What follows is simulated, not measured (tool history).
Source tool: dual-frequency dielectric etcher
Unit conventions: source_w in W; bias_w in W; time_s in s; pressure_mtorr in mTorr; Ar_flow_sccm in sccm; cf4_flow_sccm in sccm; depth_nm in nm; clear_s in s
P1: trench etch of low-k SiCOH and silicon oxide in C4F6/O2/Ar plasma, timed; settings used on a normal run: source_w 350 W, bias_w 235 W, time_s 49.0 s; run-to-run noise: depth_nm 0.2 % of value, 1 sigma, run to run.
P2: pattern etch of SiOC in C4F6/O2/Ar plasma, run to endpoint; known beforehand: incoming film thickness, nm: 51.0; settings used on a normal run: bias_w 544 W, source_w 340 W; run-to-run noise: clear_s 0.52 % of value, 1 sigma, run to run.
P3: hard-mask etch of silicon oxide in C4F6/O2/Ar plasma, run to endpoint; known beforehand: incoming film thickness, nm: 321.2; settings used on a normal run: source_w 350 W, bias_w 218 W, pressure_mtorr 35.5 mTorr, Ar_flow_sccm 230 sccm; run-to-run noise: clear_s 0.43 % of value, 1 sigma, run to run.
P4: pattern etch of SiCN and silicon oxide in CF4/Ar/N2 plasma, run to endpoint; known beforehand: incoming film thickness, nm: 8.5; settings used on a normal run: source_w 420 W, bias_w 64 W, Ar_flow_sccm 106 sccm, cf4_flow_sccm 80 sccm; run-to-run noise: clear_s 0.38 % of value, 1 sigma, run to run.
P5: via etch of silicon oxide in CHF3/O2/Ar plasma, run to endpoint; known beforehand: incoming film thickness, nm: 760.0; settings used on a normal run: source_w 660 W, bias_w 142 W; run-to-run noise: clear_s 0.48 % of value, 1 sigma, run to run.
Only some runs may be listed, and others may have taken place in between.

run	hour	process	source_w	bias_w	time_s	pressure_mtorr	Ar_flow_sccm	cf4_flow_sccm	depth_nm	clear_s
1	4.4	P1	350	235	49.0				164.910	
2	9.0	P3	480	218		35.5	230			88.791
3	12.1	P5	660	180						358.830
4	15.5	P4	420	43			106	80		12.112
5	18.4	P1	350	235	49.0				165.670	
6	21.8	P4	420	64			139	80		11.174
7	25.7	P1	260	235	49.0				147.740	
8	29.0	P3	350	218		35.5	230			100.260
9	32.5	P2	210	544						21.153
10	35.6	P5	540	142						418.960
11	38.7	P2	340	544						17.799
12	42.6	P1	460	235	49.0				183.630	
13	47.2	P1	350	235	69.5				234.480	
14	50.2	P1	350	235	27.5				92.631	
15	52.5	P4	420	64			106	80		10.720
16	55.7	P2	340	346						21.047
17	59.1	P1	350	235	49.0				165.580	
18	62.3	P4	320	64			106	80		13.574
19	64.5	P3	350	218		35.5	165			96.025
20	68.5	P5	660	142						392.480
21	71.4	P1	350	167	49.0				148.650	
22	74.9	P4	420	64			106	80		10.689
23	78.7	P3	350	218		47.0	230			102.840
24	80.8	P4	420	64			106	96		10.373
25	83.9	P3	350	304		35.5	230			89.612
26	87.2	P1	350	290	30.0				108.300	
27	90.4	P1	350	286	49.0				176.990	
28	94.2	P1	350	235	49.0				165.510	
29	96.9	P1	290	235	32.0				100.410	

Run 30 comes next. What will it give?
30	99.0	P1	350	235	49.0				?	

{"run 30": {"depth_nm": 165.82}}
